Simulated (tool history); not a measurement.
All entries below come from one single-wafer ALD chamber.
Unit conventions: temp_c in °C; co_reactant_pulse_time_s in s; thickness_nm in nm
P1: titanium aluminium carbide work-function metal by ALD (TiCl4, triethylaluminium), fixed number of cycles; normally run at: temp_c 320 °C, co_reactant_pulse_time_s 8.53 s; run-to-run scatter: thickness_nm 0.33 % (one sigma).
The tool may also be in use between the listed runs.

run    day  temp_c  co_reactant_pulse_time_s  hours since the last thermocouple change  hours since the last triethylaluminium bottle change  thickness_nm
  1  0.129     320                      8.53                                     925.7                                                1087.1        2.1634
  2  0.358     320                      3.28                                     931.2                                                1092.6        1.5348
  3  0.558     320                      8.53                                       936                                                1097.4        2.1373
  4  0.688     320                      8.53                                     939.1                                                1100.5        2.1489
  5  0.883     320                      8.53                                     943.8                                                1105.2        2.1528
  6    1.1     296                      8.53                                       949                                                1110.4        1.9436
  7  1.246     320                      8.53                                     952.5                                                1113.9         2.158
  8  1.517     307                     13.31                                       959                                                1120.4        2.1227
  9  1.808     320                      8.53                                       966                                                1127.4        2.1501
 10  2.079     320                     11.74                                     972.5                                                1133.9         2.237
 11  2.296     331                      8.53                                     977.7                                                1139.1        2.2478
 12  2.571     320                      8.53                                     984.3                                                1145.7        2.1522
 13  2.788     320                      8.53                                     989.5                                                1150.9        2.1566
 14  3.008     320                      8.53                                     994.8                                                1156.2        2.1252
 15  3.167     320                      8.53                                     998.6                                                  1160        2.1196
 16  3.333     320                      8.53                                    1002.6                                                  1164        2.1262
 17  3.538     320                      8.53                                    1007.5                                                1168.9        2.1082
 18  3.683     320                      8.53                                      1011                                                1172.4        2.1196
 19  3.975     320                      8.53                                      1018                                                1179.4        2.0977

The log shows P1 creeping away from where it was. Any of the 2 causes listed here, at the size stated for it, fits the log just as well as the others:
A: triethylaluminium dose below that of a fresh bottle (%) = 10.5
B: wafer temperature below the value expected at the setpoint (K) = 4.99
The creep began at about day 2.788.

Of the 4 check runs below, each run on 2 wafers with the results averaged and each result still a question mark, which one would tell the listed causes apart?
check 1  4.267     320                      5.11                                                                                                             ?
check 2  4.267     299                      8.53                                                                                                             ?
check 3  4.267     309                      8.53                                                                                                             ?
check 4  4.267     298                      8.53                                                                                                             ?

Expected result of each check under each candidate cause:
  check        result    if A    if B
check 1  thickness_nm  1.8035  1.8448
check 2  thickness_nm  1.9313  1.9283
check 3  thickness_nm  2.0159  2.0142
check 4  thickness_nm  1.9229  1.9197
Separation of the two closest causes in each check, using whichever result separates them best: check 1 2.26 %; check 2 0.16 %; check 3 0.08 %; check 4 0.17 %
Only in check 1 would the causes give clearly different results; in the remaining checks their results would be nearly the same.

Check 1 has now been run. It gave: thickness_nm 1.8458 nm. Which of the candidate causes is it?

Of the candidate causes, it is B: wafer temperature below the value expected at the setpoint (K).
